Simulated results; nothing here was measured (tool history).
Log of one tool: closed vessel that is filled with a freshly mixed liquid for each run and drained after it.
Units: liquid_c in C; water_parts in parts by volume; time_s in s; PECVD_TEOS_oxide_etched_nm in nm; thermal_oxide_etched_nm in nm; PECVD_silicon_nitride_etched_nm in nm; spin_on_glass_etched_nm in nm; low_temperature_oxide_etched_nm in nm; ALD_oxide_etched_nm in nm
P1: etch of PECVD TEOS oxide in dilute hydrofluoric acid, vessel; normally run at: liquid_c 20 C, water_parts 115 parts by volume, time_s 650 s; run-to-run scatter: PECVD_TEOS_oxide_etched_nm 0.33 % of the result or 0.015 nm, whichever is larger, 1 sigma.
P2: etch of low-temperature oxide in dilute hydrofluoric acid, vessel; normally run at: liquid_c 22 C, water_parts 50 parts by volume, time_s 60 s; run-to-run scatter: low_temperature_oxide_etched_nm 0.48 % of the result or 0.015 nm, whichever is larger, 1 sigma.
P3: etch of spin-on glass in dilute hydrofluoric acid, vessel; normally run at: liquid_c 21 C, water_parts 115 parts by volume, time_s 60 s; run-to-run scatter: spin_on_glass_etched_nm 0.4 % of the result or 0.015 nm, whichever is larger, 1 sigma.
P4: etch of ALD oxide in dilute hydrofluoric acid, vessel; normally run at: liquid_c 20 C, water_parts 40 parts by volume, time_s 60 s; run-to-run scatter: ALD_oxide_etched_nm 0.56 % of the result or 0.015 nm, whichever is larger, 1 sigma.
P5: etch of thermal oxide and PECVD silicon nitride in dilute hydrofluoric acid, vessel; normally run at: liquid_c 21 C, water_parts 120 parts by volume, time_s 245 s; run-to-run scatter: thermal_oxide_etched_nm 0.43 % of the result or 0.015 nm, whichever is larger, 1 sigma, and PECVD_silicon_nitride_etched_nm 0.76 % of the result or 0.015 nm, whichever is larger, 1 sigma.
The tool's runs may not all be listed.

run   hour  process  liquid_c  water_parts  time_s  hours since the thermometer was replaced  hours since the hydrofluoric acid flow meter was replaced  PECVD_TEOS_oxide_etched_nm  thermal_oxide_etched_nm  PECVD_silicon_nitride_etched_nm  spin_on_glass_etched_nm  low_temperature_oxide_etched_nm  ALD_oxide_etched_nm
  1   17.9       P1        20          115     650                                     901.6                                                     1022.4                      55.876
  2   26.1       P5        21          120     465                                     909.8                                                     1030.6                                               15.842                           6.9821
  3   34.8       P1        20          115     650                                     918.5                                                     1039.3                      56.081
  4   50.3       P1        20          115     650                                       934                                                     1054.8                      56.352
  5   65.2       P3        28          115      60                                     948.9                                                     1069.7                                                                                                         34.015
  6   73.8       P2        22           50      60                                     957.5                                                     1078.3                                                                                                                                          41.569
  7   82.9       P1        20          165     360                                     966.6                                                     1087.4                       20.68
  8   93.4       P3        21           50      60                                     977.1                                                     1097.9                                                                                                         64.644
  9    106       P5        21          165     245                                     989.7                                                     1110.5                                               5.7734                           2.6378
 10  120.3       P2        22           50      30                                      1004                                                     1124.8                                                                                                                                          20.728
 11  130.6       P1        20          160     650                                    1014.3                                                     1135.1                      38.732
 12  143.4       P1        17          115     650                                    1027.1                                                     1147.9                      49.763
 13  152.8       P3        21          115      60                                    1036.5                                                     1157.3                                                                                                          25.99
 14  165.4       P2      17.5           50      60                                    1049.1                                                     1169.9                                                                                                                                          34.009
 15    181       P5      28.5          120     245                                    1064.7                                                     1185.5                                               11.157                           5.9696
 16  190.1       P5        21          120     245                                    1073.8                                                     1194.6                                               8.3533                           3.6142
 17  203.8       P4        20           20      60                                    1087.5                                                     1208.3                                                                                                                                                               66.635
 18  212.4       P2        22           75      60                                    1096.1                                                     1216.9                                                                                                                                           26.65
 19    230       P4        20           40      60                                    1113.7                                                     1234.5                                                                                                                                                               32.514
 20  241.6       P4        20           40      30                                    1125.3                                                     1246.1                                                                                                                                                               16.147
 21  257.5       P4        20           40      60                                    1141.2                                                       1262                                                                                                                                                               32.195
 22  271.5       P4      27.5           40      60                                    1155.2                                                       1276                                                                                                                                                               44.389
 23  285.4       P1      28.5          115     650                                    1169.1                                                     1289.9                      78.492
 24    300       P1        20          115      40                                    1183.7                                                     1304.5                      3.4782
 25  316.1       P1        20          115    1175                                    1199.8                                                     1320.6                      101.76
 26  326.9       P3        21          115      30                                    1210.6                                                     1331.4                                                                                                         12.906
 27  338.9       P1        20          115     650                                    1222.6                                                     1343.4                      56.315
 28  353.7       P1        20           65     650                                    1237.4                                                     1358.2                      106.04
 29  371.6       P1        20          115     650                                    1255.3                                                     1376.1                      56.124
 30  381.8       P1        20          115     650                                    1265.5                                                     1386.3                      55.148
 31  398.9       P1        20          115     650                                    1282.6                                                     1403.4                      54.007
 32    414       P1        20          115     650                                    1297.7                                                     1418.5                      53.203
 33  431.4       P1        20          115     650                                    1315.1                                                     1435.9                      52.748
 34  447.2       P1        20          115     650                                    1330.9                                                     1451.7                      52.434
 35  463.1       P1        20          115     650                                    1346.8                                                     1467.6                      52.563
 36  480.1       P1        20          115     650                                    1363.8                                                     1484.6                      52.259
 37  489.2       P1        20          115     650                                    1372.9                                                     1493.7                      52.143
 38  506.8       P1        20          115     650                                    1390.5                                                     1511.3                      52.036

What P1 gives has crept away from where it was. These 2 causes fit the log equally well, each at the size given:
A: liquid colder than its thermometer reads (K) = 1.88
B: hydrofluoric acid flow below the setpoint (%) = 6.59
The creep began at about hour 371.6.

4 check runs are offered, each on 2 wafers whose results are averaged, their results left as question marks. Which one tells the causes apart?
check 1  524.4       P2        22           50      60                                                                                                                                                                                                                                                    ?
check 2  524.4       P3        21          115      60                                                                                                                                                                                                                   ?
check 3  524.4       P5        21          120     245                                                                                                                                                         ?                                ?
check 4  524.4       P4        20           40      60                                                                                                                                                                                                                                                                         ?

What each check would give under each cause:
  check                           result    if A    if B
check 1  low_temperature_oxide_etched_nm  38.277  38.528
check 2          spin_on_glass_etched_nm  24.006  23.988
check 3          thermal_oxide_etched_nm  7.7353  7.7248
check 3  PECVD_silicon_nitride_etched_nm  3.2278  3.4281
check 4              ALD_oxide_etched_nm  29.904  30.188
How far apart the two closest causes lie, in the result that separates them most: check 1 0.65 %; check 2 0.07 %; check 3 6.02 %; check 4 0.95 %
Check 3 tells the causes apart: in the others they would give nearly the same result.

Check 3 was then run and gave: thermal_oxide_etched_nm 7.7313 nm; PECVD_silicon_nitride_etched_nm 3.214 nm. Which cause is it?

It is A: liquid colder than its thermometer reads (K).
